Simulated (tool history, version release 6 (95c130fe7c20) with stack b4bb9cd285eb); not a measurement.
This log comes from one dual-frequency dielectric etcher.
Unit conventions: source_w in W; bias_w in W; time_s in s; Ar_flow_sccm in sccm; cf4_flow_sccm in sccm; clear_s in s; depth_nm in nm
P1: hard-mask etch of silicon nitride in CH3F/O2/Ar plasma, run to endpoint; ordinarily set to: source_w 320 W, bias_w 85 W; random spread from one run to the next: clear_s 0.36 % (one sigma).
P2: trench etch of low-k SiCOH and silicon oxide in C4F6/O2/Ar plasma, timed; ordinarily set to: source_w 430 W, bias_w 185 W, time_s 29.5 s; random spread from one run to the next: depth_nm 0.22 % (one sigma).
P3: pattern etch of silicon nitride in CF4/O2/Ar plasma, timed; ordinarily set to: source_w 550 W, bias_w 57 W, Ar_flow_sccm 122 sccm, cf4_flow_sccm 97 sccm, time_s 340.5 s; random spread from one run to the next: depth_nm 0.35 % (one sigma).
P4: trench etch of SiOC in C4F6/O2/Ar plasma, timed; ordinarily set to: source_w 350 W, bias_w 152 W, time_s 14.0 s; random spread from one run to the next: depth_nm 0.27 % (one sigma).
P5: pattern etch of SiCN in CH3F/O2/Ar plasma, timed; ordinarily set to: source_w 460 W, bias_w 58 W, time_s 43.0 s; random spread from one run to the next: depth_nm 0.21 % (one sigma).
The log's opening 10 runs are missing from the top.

run,day,process,source_w,bias_w,time_s,Ar_flow_sccm,cf4_flow_sccm,hours since the last wet clean,hours since the last source power generator calibration,hours since the last bias power generator calibration,clear_s,depth_nm
11,5.029,P1,270,118,,,,298.0,1657.3,1175.6,37.856,
12,5.575,P1,320,85,,,,311.1,1670.4,1188.7,40.332,
13,6.029,P4,350,152,10.0,,,322.0,1681.3,1199.6,,18.575
14,6.717,P1,320,85,,,,338.5,1697.8,1216.1,40.189,
15,7.208,P4,250,152,14.0,,,350.3,1709.6,1227.9,,22.804
16,7.704,P3,550,57,247.5,122,97,362.2,1721.5,1239.8,,521.590
17,8.138,P5,460,36,43.0,,,372.6,1731.9,1250.2,,13.697
18,8.704,P2,430,185,29.5,,,386.2,1745.5,1263.8,,98.704
19,9.342,P1,390,85,,,,401.5,1760.8,1279.1,37.403,
20,9.704,P2,430,230,29.5,,,410.2,1769.5,1287.8,,105.990
21,10.338,P1,320,85,,,,425.4,1784.7,1303.0,39.958,
22,10.804,P1,320,106,,,,436.6,1795.9,1314.2,37.111,
23,11.396,P2,430,185,42.0,,,450.8,1810.1,1328.4,,140.360

The next listed run, before its measurement:
# day 11.942: source power generator calibrated
24,11.988,P4,350,152,14.0,,,465.0,1.2,1342.6,,?

depth_nm: 26.151 nm
